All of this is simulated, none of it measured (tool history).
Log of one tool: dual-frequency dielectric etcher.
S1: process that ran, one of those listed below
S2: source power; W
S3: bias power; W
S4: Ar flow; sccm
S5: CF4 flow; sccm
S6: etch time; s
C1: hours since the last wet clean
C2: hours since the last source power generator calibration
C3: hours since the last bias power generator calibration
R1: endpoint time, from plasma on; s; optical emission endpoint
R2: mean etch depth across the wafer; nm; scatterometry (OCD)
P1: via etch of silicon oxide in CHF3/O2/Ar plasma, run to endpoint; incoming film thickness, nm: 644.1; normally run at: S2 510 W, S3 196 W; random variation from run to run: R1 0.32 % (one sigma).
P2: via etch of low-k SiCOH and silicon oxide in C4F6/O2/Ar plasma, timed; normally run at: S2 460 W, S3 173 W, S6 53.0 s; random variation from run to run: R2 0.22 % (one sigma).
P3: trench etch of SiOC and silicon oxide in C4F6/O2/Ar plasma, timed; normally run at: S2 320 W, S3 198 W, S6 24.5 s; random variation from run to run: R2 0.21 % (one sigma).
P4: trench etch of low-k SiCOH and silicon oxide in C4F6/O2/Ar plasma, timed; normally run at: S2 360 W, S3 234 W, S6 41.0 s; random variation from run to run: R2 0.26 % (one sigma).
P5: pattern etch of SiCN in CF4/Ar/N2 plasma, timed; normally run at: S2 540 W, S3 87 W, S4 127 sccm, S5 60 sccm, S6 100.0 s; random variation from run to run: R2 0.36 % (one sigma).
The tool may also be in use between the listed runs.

{"run": 1, "hour": 7.3, "S1": "P1", "S2": 510, "S3": 196, "C1": 443.3, "C2": 1078.0, "C3": 1202.5, "R1": 341.49}
{"run": 2, "hour": 17.9, "S1": "P1", "S2": 510, "S3": 196, "C1": 453.9, "C2": 1088.6, "C3": 1213.1, "R1": 342.94}
{"run": 3, "hour": 30.2, "S1": "P1", "S2": 610, "S3": 196, "C1": 466.2, "C2": 1100.9, "C3": 1225.4, "R1": 319.67}
{"run": 4, "hour": 40.9, "S1": "P5", "S2": 540, "S3": 87, "S4": 127, "S5": 60, "S6": 100.0, "C1": 476.9, "C2": 1111.6, "C3": 1236.1, "R2": 102.02}
{"run": 5, "hour": 52.9, "S1": "P3", "S2": 210, "S3": 198, "S6": 24.5, "C1": 488.9, "C2": 1123.6, "C3": 1248.1, "R2": 37.252}
{"hour": 55.6, "done": "wet clean of the chamber"}
{"run": 6, "hour": 62.5, "S1": "P1", "S2": 510, "S3": 273, "C1": 6.9, "C2": 1133.2, "C3": 1257.7, "R1": 306.34}
{"run": 7, "hour": 70.7, "S1": "P4", "S2": 360, "S3": 234, "S6": 41.0, "C1": 15.1, "C2": 1141.4, "C3": 1265.9, "R2": 129.46}
{"run": 8, "hour": 82.1, "S1": "P5", "S2": 540, "S3": 52, "S4": 127, "S5": 60, "S6": 100.0, "C1": 26.5, "C2": 1152.8, "C3": 1277.3, "R2": 84.603}
{"run": 9, "hour": 93.3, "S1": "P1", "S2": 510, "S3": 196, "C1": 37.7, "C2": 1164.0, "C3": 1288.5, "R1": 343.21}
{"run": 10, "hour": 104.2, "S1": "P1", "S2": 380, "S3": 196, "C1": 48.6, "C2": 1174.9, "C3": 1299.4, "R1": 383.35}
{"run": 11, "hour": 117.4, "S1": "P2", "S2": 460, "S3": 173, "S6": 71.0, "C1": 61.8, "C2": 1188.1, "C3": 1312.6, "R2": 193.33}
{"run": 12, "hour": 125.6, "S1": "P1", "S2": 680, "S3": 144, "C1": 70.0, "C2": 1196.3, "C3": 1320.8, "R1": 337.83}
{"run": 13, "hour": 134.6, "S1": "P2", "S2": 630, "S3": 173, "S6": 53.0, "C1": 79.0, "C2": 1205.3, "C3": 1329.8, "R2": 163.53}
{"run": 14, "hour": 145.2, "S1": "P4", "S2": 470, "S3": 234, "S6": 41.0, "C1": 89.6, "C2": 1215.9, "C3": 1340.4, "R2": 142.6}
{"run": 15, "hour": 157.4, "S1": "P2", "S2": 460, "S3": 173, "S6": 53.0, "C1": 101.8, "C2": 1228.1, "C3": 1352.6, "R2": 144.31}
{"run": 16, "hour": 165.8, "S1": "P3", "S2": 320, "S3": 245, "S6": 24.5, "C1": 110.2, "C2": 1236.5, "C3": 1361.0, "R2": 46.639}
{"run": 17, "hour": 173.2, "S1": "P3", "S2": 320, "S3": 198, "S6": 35.5, "C1": 117.6, "C2": 1243.9, "C3": 1368.4, "R2": 63.053}
{"run": 18, "hour": 182.8, "S1": "P1", "S2": 510, "S3": 196, "C1": 127.2, "C2": 1253.5, "C3": 1378.0, "R1": 341.25}
{"run": 19, "hour": 193.7, "S1": "P1", "S2": 510, "S3": 196, "C1": 138.1, "C2": 1264.4, "C3": 1388.9, "R1": 341.98}
{"run": 20, "hour": 205.2, "S1": "P1", "S2": 510, "S3": 196, "C1": 149.6, "C2": 1275.9, "C3": 1400.4, "R1": 340.95}
{"run": 21, "hour": 213.6, "S1": "P3", "S2": 320, "S3": 198, "S6": 24.5, "C1": 158.0, "C2": 1284.3, "C3": 1408.8, "R2": 43.463}
{"run": 22, "hour": 225.7, "S1": "P4", "S2": 360, "S3": 151, "S6": 41.0, "C1": 170.1, "C2": 1296.4, "C3": 1420.9, "R2": 112.62}
{"run": 23, "hour": 235.6, "S1": "P1", "S2": 510, "S3": 143, "C1": 180.0, "C2": 1306.3, "C3": 1430.8, "R1": 379.98}
{"run": 24, "hour": 247.3, "S1": "P4", "S2": 360, "S3": 234, "S6": 53.5, "C1": 191.7, "C2": 1318.0, "C3": 1442.5, "R2": 168.74}
{"run": 25, "hour": 258.5, "S1": "P5", "S2": 320, "S3": 87, "S4": 127, "S5": 60, "S6": 100.0, "C1": 202.9, "C2": 1329.2, "C3": 1453.7, "R2": 64.837}
{"run": 26, "hour": 265.2, "S1": "P5", "S2": 540, "S3": 87, "S4": 127, "S5": 60, "S6": 149.5, "C1": 209.6, "C2": 1335.9, "C3": 1460.4, "R2": 152.77}
{"run": 27, "hour": 275.2, "S1": "P1", "S2": 510, "S3": 196, "C1": 219.6, "C2": 1345.9, "C3": 1470.4, "R1": 343.5}
{"run": 28, "hour": 285.4, "S1": "P2", "S2": 460, "S3": 205, "S6": 53.0, "C1": 229.8, "C2": 1356.1, "C3": 1480.6, "R2": 152.08}
{"run": 29, "hour": 293.3, "S1": "P5", "S2": 540, "S3": 87, "S4": 127, "S5": 43, "S6": 100.0, "C1": 237.7, "C2": 1364.0, "C3": 1488.5, "R2": 96.222}
{"run": 30, "hour": 302.0, "S1": "P4", "S2": 360, "S3": 234, "S6": 41.0, "C1": 246.4, "C2": 1372.7, "C3": 1497.2, "R2": 129.45}
{"run": 31, "hour": 308.7, "S1": "P5", "S2": 540, "S3": 87, "S4": 75, "S5": 60, "S6": 100.0, "C1": 253.1, "C2": 1379.4, "C3": 1503.9, "R2": 110.27}
{"run": 32, "hour": 319.8, "S1": "P1", "S2": 510, "S3": 196, "C1": 264.2, "C2": 1390.5, "C3": 1515.0, "R1": 342.42}
{"run": 33, "hour": 326.9, "S1": "P1", "S2": 510, "S3": 196, "C1": 271.3, "C2": 1397.6, "C3": 1522.1, "R1": 340.08}
{"run": 34, "hour": 337.8, "S1": "P1", "S2": 510, "S3": 196, "C1": 282.2, "C2": 1408.5, "C3": 1533.0, "R1": 337.93}
{"run": 35, "hour": 344.7, "S1": "P1", "S2": 510, "S3": 196, "C1": 289.1, "C2": 1415.4, "C3": 1539.9, "R1": 338.73}
{"run": 36, "hour": 352.6, "S1": "P1", "S2": 510, "S3": 196, "C1": 297.0, "C2": 1423.3, "C3": 1547.8, "R1": 338.1}
{"run": 37, "hour": 365.5, "S1": "P1", "S2": 510, "S3": 196, "C1": 309.9, "C2": 1436.2, "C3": 1560.7, "R1": 335.63}
{"hour": 372.4, "done": "wet clean of the chamber"}
{"run": 38, "hour": 373.1, "S1": "P1", "S2": 510, "S3": 196, "C1": 0.8, "C2": 1443.8, "C3": 1568.3, "R1": 334.74}
{"run": 39, "hour": 382.2, "S1": "P1", "S2": 510, "S3": 196, "C1": 9.9, "C2": 1452.9, "C3": 1577.4, "R1": 336.3}
{"run": 40, "hour": 390.3, "S1": "P1", "S2": 510, "S3": 196, "C1": 18.0, "C2": 1461.0, "C3": 1585.5, "R1": 335.01}

What P1 gives has crept away from where it was. These 2 causes fit the log equally well, each at the size given:
A: source power that arrives over what is set, % = 4.32
B: bias power that arrives over what is set, % = 4.73
The creep began at about hour 319.8.
Why every other cause is out:
chamber walls in a state that raises the etch rate, %: serviced at hour 372.4, which brought nothing back

4 check runs are offered, each on 2 wafers whose results are averaged, their results left as question marks. Which one tells the causes apart?
{"run": "check 1", "hour": 398.4, "S1": "P2", "S2": 590, "S3": 173, "S6": 71.0, "R2": "?"}
{"run": "check 2", "hour": 398.4, "S1": "P5", "S2": 540, "S3": 87, "S4": 77, "S5": 60, "S6": 142.5, "R2": "?"}
{"run": "check 3", "hour": 398.4, "S1": "P3", "S2": 240, "S3": 198, "S6": 29.0, "R2": "?"}
{"run": "check 4", "hour": 398.4, "S1": "P4", "S2": 360, "S3": 172, "S6": 53.0, "R2": "?"}

What each check would give under each cause:
check=check_1 result=R2 if_A=216.790 if_B=216.240
check=check_2 result=R2 if_A=162.250 if_B=158.900
check=check_3 result=R2 if_A=46.872 if_B=46.841
check=check_4 result=R2 if_A=153.910 if_B=153.620
How far apart the two closest causes lie, in the result that separates them most: check 1 0.26 %; check 2 2.09 %; check 3 0.07 %; check 4 0.18 %
Check 2 tells the causes apart: in the others they would give nearly the same result.

Check 2 was then run and gave: R2 159.390 nm. Which cause is it?

It is B: bias power that arrives over what is set, %.

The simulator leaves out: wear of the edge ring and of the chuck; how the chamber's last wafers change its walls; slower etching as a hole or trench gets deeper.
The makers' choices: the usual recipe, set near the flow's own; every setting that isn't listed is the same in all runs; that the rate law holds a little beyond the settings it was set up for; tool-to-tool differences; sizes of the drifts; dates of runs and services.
